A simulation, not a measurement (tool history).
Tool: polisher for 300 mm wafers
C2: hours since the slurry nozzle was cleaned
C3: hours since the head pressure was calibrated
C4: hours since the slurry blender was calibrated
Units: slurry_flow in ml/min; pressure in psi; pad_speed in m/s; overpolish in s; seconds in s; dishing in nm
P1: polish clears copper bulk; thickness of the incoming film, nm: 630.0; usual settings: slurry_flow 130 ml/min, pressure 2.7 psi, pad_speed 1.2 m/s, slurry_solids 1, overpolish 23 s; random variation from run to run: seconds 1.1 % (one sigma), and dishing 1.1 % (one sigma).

{"run": 1, "hour": 5.9, "slurry_flow": 130, "pressure": 2.7, "pad_speed": 1.2, "slurry_solids": 1, "overpolish": 23, "wafers polished on this pad": 554, "C2": 120, "C3": 913.9, "C4": 117.2, "seconds": 56.584, "dishing": 26.335}
{"run": 2, "hour": 13.8, "slurry_flow": 180, "pressure": 2.7, "pad_speed": 1.2, "slurry_solids": 1, "overpolish": 23, "wafers polished on this pad": 619, "C2": 127.9, "C3": 921.8, "C4": 125.1, "seconds": 54.247, "dishing": 26.733}
{"run": 3, "hour": 21.3, "slurry_flow": 130, "pressure": 4, "pad_speed": 1.2, "slurry_solids": 1, "overpolish": 23, "wafers polished on this pad": 681, "C2": 135.4, "C3": 929.3, "C4": 132.6, "seconds": 37.752, "dishing": 27.514}
{"run": 4, "hour": 27.5, "slurry_flow": 130, "pressure": 2.7, "pad_speed": 1.2, "slurry_solids": 1, "overpolish": 8, "wafers polished on this pad": 732, "C2": 141.6, "C3": 935.5, "C4": 138.8, "seconds": 56.594, "dishing": 24.336}
{"hour": 30.9, "done": "slurry blender recalibrated"}
{"run": 5, "hour": 35.0, "slurry_flow": 130, "pressure": 2.7, "pad_speed": 1.2, "slurry_solids": 1.5, "overpolish": 23, "wafers polished on this pad": 794, "C2": 149.1, "C3": 943, "C4": 4.2, "seconds": 51.56, "dishing": 26.464}
{"run": 6, "hour": 40.6, "slurry_flow": 130, "pressure": 1.3, "pad_speed": 1.2, "slurry_solids": 1, "overpolish": 23, "wafers polished on this pad": 840, "C2": 154.7, "C3": 948.6, "C4": 9.8, "seconds": 117.5, "dishing": 24.663}
{"run": 7, "hour": 49.1, "slurry_flow": 80, "pressure": 2.7, "pad_speed": 1.2, "slurry_solids": 1, "overpolish": 23, "wafers polished on this pad": 910, "C2": 163.2, "C3": 957.1, "C4": 18.3, "seconds": 63.855, "dishing": 26.807}
{"run": 8, "hour": 56.4, "slurry_flow": 130, "pressure": 2.7, "pad_speed": 1.2, "slurry_solids": 0.55, "overpolish": 23, "wafers polished on this pad": 970, "C2": 170.5, "C3": 964.4, "C4": 25.6, "seconds": 63.979, "dishing": 27.009}
{"run": 9, "hour": 62.3, "slurry_flow": 130, "pressure": 2.7, "pad_speed": 0.8, "slurry_solids": 1, "overpolish": 23, "wafers polished on this pad": 1018, "C2": 176.4, "C3": 970.3, "C4": 31.5, "seconds": 84.154, "dishing": 26.641}
{"run": 10, "hour": 71.7, "slurry_flow": 130, "pressure": 2.7, "pad_speed": 1.2, "slurry_solids": 1, "overpolish": 23, "wafers polished on this pad": 1095, "C2": 185.8, "C3": 979.7, "C4": 40.9, "seconds": 56.498, "dishing": 27.216}
{"run": 11, "hour": 78.8, "slurry_flow": 130, "pressure": 2.7, "pad_speed": 1.2, "slurry_solids": 1, "overpolish": 23, "wafers polished on this pad": 1154, "C2": 192.9, "C3": 986.8, "C4": 48, "seconds": 56.026, "dishing": 26.972}
{"run": 12, "hour": 85.2, "slurry_flow": 130, "pressure": 2.7, "pad_speed": 1.2, "slurry_solids": 1, "overpolish": 23, "wafers polished on this pad": 1206, "C2": 199.3, "C3": 993.2, "C4": 54.4, "seconds": 56.268, "dishing": 26.086}
{"run": 13, "hour": 89.7, "slurry_flow": 130, "pressure": 2.7, "pad_speed": 1.2, "slurry_solids": 1, "overpolish": 23, "wafers polished on this pad": 1243, "C2": 203.8, "C3": 997.7, "C4": 58.9, "seconds": 56.155, "dishing": 27.406}
{"run": 14, "hour": 95.5, "slurry_flow": 130, "pressure": 2.7, "pad_speed": 1.62, "slurry_solids": 1, "overpolish": 23, "wafers polished on this pad": 1291, "C2": 209.6, "C3": 1003.5, "C4": 64.7, "seconds": 42.407, "dishing": 26.562}
{"run": 15, "hour": 103.2, "slurry_flow": 130, "pressure": 1.8, "pad_speed": 1.2, "slurry_solids": 1.25, "overpolish": 23, "wafers polished on this pad": 1354, "C2": 217.3, "C3": 1011.2, "C4": 72.4, "seconds": 79.182, "dishing": 25.993}
{"run": 16, "hour": 111.7, "slurry_flow": 130, "pressure": 2.7, "pad_speed": 1.2, "slurry_solids": 1, "overpolish": 43, "wafers polished on this pad": 1424, "C2": 225.8, "C3": 1019.7, "C4": 80.9, "seconds": 56.749, "dishing": 26.138}
{"run": 17, "hour": 118.9, "slurry_flow": 130, "pressure": 2.7, "pad_speed": 1.2, "slurry_solids": 1, "overpolish": 23, "wafers polished on this pad": 1484, "C2": 233, "C3": 1026.9, "C4": 88.1, "seconds": 56.192, "dishing": 26.696}

The next listed run, before its measurement:
{"run": 18, "hour": 125.1, "slurry_flow": 130, "pressure": 2.7, "pad_speed": 1.2, "slurry_solids": 0.65, "overpolish": 39, "wafers polished on this pad": 1535, "C2": 239.2, "C3": 1033.1, "C4": 94.3, "seconds": "?", "dishing": "?"}

Run 18 gave seconds 59.806 s, dishing 26.386 nm.
